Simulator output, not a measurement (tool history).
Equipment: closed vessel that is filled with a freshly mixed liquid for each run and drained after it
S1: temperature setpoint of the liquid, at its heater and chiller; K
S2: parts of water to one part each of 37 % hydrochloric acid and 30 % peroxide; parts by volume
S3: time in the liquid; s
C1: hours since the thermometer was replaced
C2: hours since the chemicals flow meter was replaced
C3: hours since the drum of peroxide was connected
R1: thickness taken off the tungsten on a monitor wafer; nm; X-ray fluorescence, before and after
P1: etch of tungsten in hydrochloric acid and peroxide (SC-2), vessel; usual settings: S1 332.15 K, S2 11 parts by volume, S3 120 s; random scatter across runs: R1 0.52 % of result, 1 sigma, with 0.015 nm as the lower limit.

Run 1, hour 4.1: S1 332.15 K, S2 11 parts by volume, S3 120 s; C1 821.5; C2 360.1; C3 322.2. Result: R1 51.634 nm.
Run 2, hour 8: S1 317.15 K, S2 11 parts by volume, S3 120 s; C1 825.4; C2 364; C3 326.1. Result: R1 19.211 nm.
At hour 11.1: new drum of peroxide connected.
Run 3, hour 12.8: S1 324.65 K, S2 11 parts by volume, S3 210 s; C1 830.2; C2 368.8; C3 1.7. Result: R1 55.785 nm.
Run 4, hour 16.2: S1 332.15 K, S2 11 parts by volume, S3 120 s; C1 833.6; C2 372.2; C3 5.1. Result: R1 51.815 nm.
Run 5, hour 20.4: S1 332.15 K, S2 11 parts by volume, S3 120 s; C1 837.8; C2 376.4; C3 9.3. Result: R1 50.795 nm.
Run 6, hour 23.3: S1 332.15 K, S2 11 parts by volume, S3 180 s; C1 840.7; C2 379.3; C3 12.2. Result: R1 77.315 nm.
Run 7, hour 28.5: S1 332.15 K, S2 11 parts by volume, S3 120 s; C1 845.9; C2 384.5; C3 17.4. Result: R1 51.407 nm.
Run 8, hour 31.3: S1 332.15 K, S2 15.5 parts by volume, S3 120 s; C1 848.7; C2 387.3; C3 20.2. Result: R1 38.06 nm.
Run 9, hour 36.5: S1 332.15 K, S2 11 parts by volume, S3 120 s; C1 853.9; C2 392.5; C3 25.4. Result: R1 51.461 nm.
Run 10, hour 41.4: S1 332.15 K, S2 11 parts by volume, S3 30 s; C1 858.8; C2 397.4; C3 30.3. Result: R1 12.982 nm.
Run 11, hour 46: S1 345.15 K, S2 11 parts by volume, S3 120 s; C1 863.4; C2 402; C3 34.9. Result: R1 113.59 nm.
Run 12, hour 51.1: S1 332.15 K, S2 7.5 parts by volume, S3 35 s; C1 868.5; C2 407.1; C3 40. Result: R1 20.526 nm.
Run 13, hour 56.2: S1 332.15 K, S2 4 parts by volume, S3 120 s; C1 873.6; C2 412.2; C3 45.1. Result: R1 111.76 nm.
Run 14, hour 60.6: S1 332.15 K, S2 11 parts by volume, S3 120 s; C1 878; C2 416.6; C3 49.5. Result: R1 50.789 nm.
Run 15, hour 63.2: S1 332.15 K, S2 11 parts by volume, S3 120 s; C1 880.6; C2 419.2; C3 52.1. Result: R1 51.426 nm.
Run 16, hour 68.1: S1 332.15 K, S2 11 parts by volume, S3 120 s; C1 885.5; C2 424.1; C3 57. Result: R1 53.824 nm.
Run 17, hour 71.5: S1 332.15 K, S2 11 parts by volume, S3 120 s; C1 888.9; C2 427.5; C3 60.4. Result: R1 53.922 nm.
Run 18, hour 75.6: S1 332.15 K, S2 11 parts by volume, S3 120 s; C1 893; C2 431.6; C3 64.5. Result: R1 54.676 nm.
Run 19, hour 80.1: S1 332.15 K, S2 11 parts by volume, S3 120 s; C1 897.5; C2 436.1; C3 69. Result: R1 55.568 nm.
Run 20, hour 82.9: S1 332.15 K, S2 11 parts by volume, S3 120 s; C1 900.3; C2 438.9; C3 71.8. Result: R1 56.446 nm.
Run 21, hour 85.3: S1 332.15 K, S2 11 parts by volume, S3 120 s; C1 902.7; C2 441.3; C3 74.2. Result: R1 55.899 nm.
Run 22, hour 89.2: S1 332.15 K, S2 11 parts by volume, S3 120 s; C1 906.6; C2 445.2; C3 78.1. Result: R1 56.387 nm.
Run 23, hour 93.2: S1 332.15 K, S2 11 parts by volume, S3 120 s; C1 910.6; C2 449.2; C3 82.1. Result: R1 56.211 nm.
Run 24, hour 97.8: S1 332.15 K, S2 11 parts by volume, S3 120 s; C1 915.2; C2 453.8; C3 86.7. Result: R1 55.961 nm.

What P1 gives has crept off from where it sat before. The 2 causes that follow fit the log equally well, each at the size noted:
A: chemicals flow above the setpoint (%) = 10.8
B: liquid hotter than its thermometer reads (K) = 1.38
Onset of the creep was near hour 63.2.
Ruled out, with reasons:
peroxide weaker than its label (%): at most 8, giving a -7.4 % change in R1: too small, or against the direction of the creep

Of the 4 check runs below, each run on 2 wafers with the results averaged and each result still a question mark, which one would tell the listed causes apart?
Run check 1, hour 102.4: S1 332.15 K, S2 7 parts by volume, S3 120 s. Result: R1 ?.
Run check 2, hour 102.4: S1 345.15 K, S2 11 parts by volume, S3 120 s. Result: R1 ?.
Run check 3, hour 102.4: S1 325.15 K, S2 11 parts by volume, S3 120 s. Result: R1 ?.
Run check 4, hour 102.4: S1 318.15 K, S2 4 parts by volume, S3 120 s. Result: R1 ?.

How each check would come out, cause by cause:
  check  result    if A    if B
check 1      R1  80.417  81.057
check 2      R1  123.51   122.8
check 3      R1  35.711   35.87
check 4      R1  47.401  48.714
Distance between the nearest two causes, measured in the result of the check that separates them most: check 1 0.79 %; check 2 0.57 %; check 3 0.44 %; check 4 2.73 %
The other checks would show nearly matching results whichever cause is true, so check 4 is the only one that separates the causes.

The results of check 4 are: R1 48.772 nm. Based on these, which of the listed causes is it?

Of the candidate causes, it is B: liquid hotter than its thermometer reads (K).
